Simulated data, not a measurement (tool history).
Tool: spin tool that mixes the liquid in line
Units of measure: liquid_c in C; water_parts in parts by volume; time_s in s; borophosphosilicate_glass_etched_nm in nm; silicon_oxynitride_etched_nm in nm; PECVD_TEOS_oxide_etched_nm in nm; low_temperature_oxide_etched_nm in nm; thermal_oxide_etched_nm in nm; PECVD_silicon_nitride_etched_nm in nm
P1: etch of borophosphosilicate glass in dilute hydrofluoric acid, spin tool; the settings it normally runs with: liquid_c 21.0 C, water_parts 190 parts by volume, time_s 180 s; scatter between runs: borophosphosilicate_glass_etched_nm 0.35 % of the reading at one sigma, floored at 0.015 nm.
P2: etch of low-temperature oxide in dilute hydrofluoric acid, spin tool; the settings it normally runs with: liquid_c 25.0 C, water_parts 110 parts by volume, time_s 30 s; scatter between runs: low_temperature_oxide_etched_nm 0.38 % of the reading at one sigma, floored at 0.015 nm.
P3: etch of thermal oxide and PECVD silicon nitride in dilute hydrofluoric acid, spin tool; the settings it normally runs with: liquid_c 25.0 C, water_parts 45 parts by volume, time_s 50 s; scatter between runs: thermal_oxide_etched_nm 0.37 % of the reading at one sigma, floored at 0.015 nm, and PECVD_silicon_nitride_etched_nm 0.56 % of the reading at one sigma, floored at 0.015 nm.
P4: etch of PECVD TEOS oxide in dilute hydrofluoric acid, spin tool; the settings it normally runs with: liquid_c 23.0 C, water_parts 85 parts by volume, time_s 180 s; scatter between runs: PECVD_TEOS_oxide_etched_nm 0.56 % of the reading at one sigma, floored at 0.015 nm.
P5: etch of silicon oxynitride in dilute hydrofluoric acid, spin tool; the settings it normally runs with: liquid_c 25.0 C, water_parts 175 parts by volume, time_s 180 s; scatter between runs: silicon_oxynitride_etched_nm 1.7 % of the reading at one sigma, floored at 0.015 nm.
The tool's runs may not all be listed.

| run | day | process | liquid_c | water_parts | time_s | borophosphosilicate_glass_etched_nm | silicon_oxynitride_etched_nm | PECVD_TEOS_oxide_etched_nm | low_temperature_oxide_etched_nm | thermal_oxide_etched_nm | PECVD_silicon_nitride_etched_nm |
|---|---|---|---|---|---|---|---|---|---|---|---|
| 1 | 0.325 | P1 | 21.0 | 190 | 180 | 34.1200 |  |  |  |  |  |
| 2 | 0.588 | P5 | 17.5 | 175 | 180 |  | 1.06730 |  |  |  |  |
| 3 | 0.983 | P1 | 24.5 | 190 | 275 | 59.1800 |  |  |  |  |  |
| 4 | 1.408 | P1 | 21.0 | 190 | 180 | 33.7680 |  |  |  |  |  |
| 5 | 1.792 | P4 | 23.0 | 85 | 180 |  |  | 30.955 |  |  |  |
| 6 | 2.221 | P1 | 27.5 | 190 | 180 | 43.0170 |  |  |  |  |  |
| 7 | 2.629 | P5 | 25.0 | 175 | 180 |  | 1.51980 |  |  |  |  |
| 8 | 2.912 | P2 | 25.0 | 110 | 30 |  |  |  | 7.5326 |  |  |
| 9 | 3.300 | P4 | 23.0 | 85 | 180 |  |  | 30.815 |  |  |  |
| 10 | 3.696 | P1 | 21.0 | 190 | 180 | 33.8200 |  |  |  |  |  |
| 11 | 4.142 | P1 | 17.0 | 190 | 50 | 8.0489 |  |  |  |  |  |
| 12 | 4.517 | P5 | 25.0 | 175 | 180 |  | 1.49240 |  |  |  |  |
| 13 | 4.825 | P1 | 21.0 | 45 | 180 | 168.5100 |  |  |  |  |  |
| 14 | 5.200 | P4 | 23.0 | 85 | 280 |  |  | 48.279 |  |  |  |
| 15 | 5.442 | P1 | 21.0 | 190 | 180 | 33.9560 |  |  |  |  |  |
| 16 | 5.883 | P3 | 25.0 | 45 | 15 |  |  |  |  | 1.8065 | 1.7483 |
| 17 | 6.238 | P5 | 25.0 | 175 | 60 |  | 0.49656 |  |  |  |  |
| 18 | 6.462 | P3 | 25.0 | 45 | 50 |  |  |  |  | 6.1063 | 5.8980 |
| 19 | 6.671 | P2 | 25.0 | 110 | 60 |  |  |  | 15.1850 |  |  |
| 20 | 7.062 | P1 | 21.0 | 260 | 180 | 23.1900 |  |  |  |  |  |
| 21 | 7.362 | P3 | 31.5 | 45 | 50 |  |  |  |  | 7.9042 | 9.0512 |
| 22 | 7.650 | P1 | 17.0 | 190 | 180 | 28.9620 |  |  |  |  |  |
| 23 | 7.954 | P5 | 25.0 | 65 | 180 |  | 4.45060 |  |  |  |  |
| 24 | 8.221 | P1 | 21.0 | 190 | 320 | 60.0730 |  |  |  |  |  |
| 25 | 8.600 | P2 | 21.5 | 110 | 30 |  |  |  | 6.6172 |  |  |
| 26 | 8.850 | P3 | 25.0 | 25 | 50 |  |  |  |  | 11.2950 | 10.3380 |
| 27 | 9.254 | P1 | 21.0 | 190 | 95 | 17.8510 |  |  |  |  |  |
| 28 | 9.679 | P1 | 21.0 | 190 | 180 | 33.8040 |  |  |  |  |  |
| 29 | 10.154 | P4 | 17.0 | 85 | 180 |  |  | 24.099 |  |  |  |
| 30 | 10.379 | P4 | 23.0 | 125 | 180 |  |  | 19.972 |  |  |  |
| 31 | 10.642 | P2 | 25.0 | 50 | 30 |  |  |  | 18.0590 |  |  |
| 32 | 10.967 | P1 | 21.0 | 190 | 180 | 33.8760 |  |  |  |  |  |
| 33 | 11.238 | P1 | 21.0 | 190 | 180 | 32.7910 |  |  |  |  |  |
| 34 | 11.588 | P1 | 21.0 | 190 | 180 | 32.0480 |  |  |  |  |  |
| 35 | 11.983 | P1 | 21.0 | 190 | 180 | 31.4600 |  |  |  |  |  |
| 36 | 12.417 | P1 | 21.0 | 190 | 180 | 31.3020 |  |  |  |  |  |
| 37 | 12.812 | P1 | 21.0 | 190 | 180 | 31.0230 |  |  |  |  |  |
| 38 | 13.054 | P1 | 21.0 | 190 | 180 | 30.9760 |  |  |  |  |  |
| 39 | 13.296 | P1 | 21.0 | 190 | 180 | 31.0640 |  |  |  |  |  |
| 40 | 13.612 | P1 | 21.0 | 190 | 180 | 30.9720 |  |  |  |  |  |

The output of P1 has drifted from where it used to be. Each of the 2 causes below, taken at the size shown beside it, accounts for the log equally well:
A: liquid colder than its thermometer reads (K) = 2.34
B: hydrofluoric acid flow below the setpoint (%) = 7.29
The gradual shift began around day 10.967.

Which of the 4 check runs listed below separates the causes, so that each cause would produce a clearly different result? Each run uses one wafer, and its results are marked with question marks.
| check 1 | 13.929 | P5 | 25.0 | 175 | 180 |  | ? |  |  |  |  |
| check 2 | 13.929 | P2 | 25.0 | 110 | 30 |  |  |  | ? |  |  |
| check 3 | 13.929 | P3 | 25.0 | 45 | 50 |  |  |  |  | ? | ? |
| check 4 | 13.929 | P4 | 23.0 | 85 | 180 |  |  | ? |  |  |  |

How each check would come out, cause by cause:
| check | result | if A | if B |
|---|---|---|---|
| check 1 | silicon_oxynitride_etched_nm | 1.35900 | 1.38570 |
| check 2 | low_temperature_oxide_etched_nm | 6.8999 | 6.9403 |
| check 3 | thermal_oxide_etched_nm | 5.5250 | 5.6155 |
| check 3 | PECVD_silicon_nitride_etched_nm | 4.9896 | 5.4282 |
| check 4 | PECVD_TEOS_oxide_etched_nm | 28.002 | 28.332 |
Per-check spread between the two closest causes, in the result where they differ most: check 1 1.94 %; check 2 0.58 %; check 3 8.43 %; check 4 1.17 %
Check 3 tells the causes apart: in the others they would give nearly the same result.

Then check 3 was run and gave: thermal_oxide_etched_nm 5.6165 nm; PECVD_silicon_nitride_etched_nm 5.3660 nm. Which cause is it?

The cause is B: hydrofluoric acid flow below the setpoint (%).
